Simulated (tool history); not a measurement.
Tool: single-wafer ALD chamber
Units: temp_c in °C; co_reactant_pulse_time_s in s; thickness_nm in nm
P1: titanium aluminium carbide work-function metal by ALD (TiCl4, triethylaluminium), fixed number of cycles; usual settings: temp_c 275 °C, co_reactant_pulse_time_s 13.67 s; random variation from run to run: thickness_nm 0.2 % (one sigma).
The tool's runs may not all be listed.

run	hour	temp_c	co_reactant_pulse_time_s	hours since the last thermocouple change	hours since the last triethylaluminium bottle change	thickness_nm
1	10.1	275	13.67	766.8	117.1	1.8150
2	23.8	297	13.67	780.5	130.8	1.9971
3	42.3	275	13.67	799.0	149.3	1.8057
4	53.9	275	13.67	810.6	160.9	1.8105
5	62.3	275	13.67	819.0	169.3	1.8019
6	73.7	251	13.67	830.4	180.7	1.6075
7	83.1	275	13.67	839.8	190.1	1.8106
8	95.3	275	22.07	852.0	202.3	1.8227
9	105.0	275	13.67	861.7	212.0	1.8086
10	120.6	275	4.82	877.3	227.6	1.4723
11	132.6	275	13.67	889.3	239.6	1.8067
12	145.3	293	17.68	902.0	252.3	1.9784
13	155.5	275	13.67	912.2	262.5	1.8096
14	165.4	275	13.67	922.1	272.4	1.7933
15	176.4	275	13.67	933.1	283.4	1.7860
16	188.9	275	13.67	945.6	295.9	1.7867
17	204.6	275	13.67	961.3	311.6	1.7802

Forecast run 18:
18	216.8	275	13.67	973.5	323.8	?

{"run 18": {"thickness_nm": 1.7768}}

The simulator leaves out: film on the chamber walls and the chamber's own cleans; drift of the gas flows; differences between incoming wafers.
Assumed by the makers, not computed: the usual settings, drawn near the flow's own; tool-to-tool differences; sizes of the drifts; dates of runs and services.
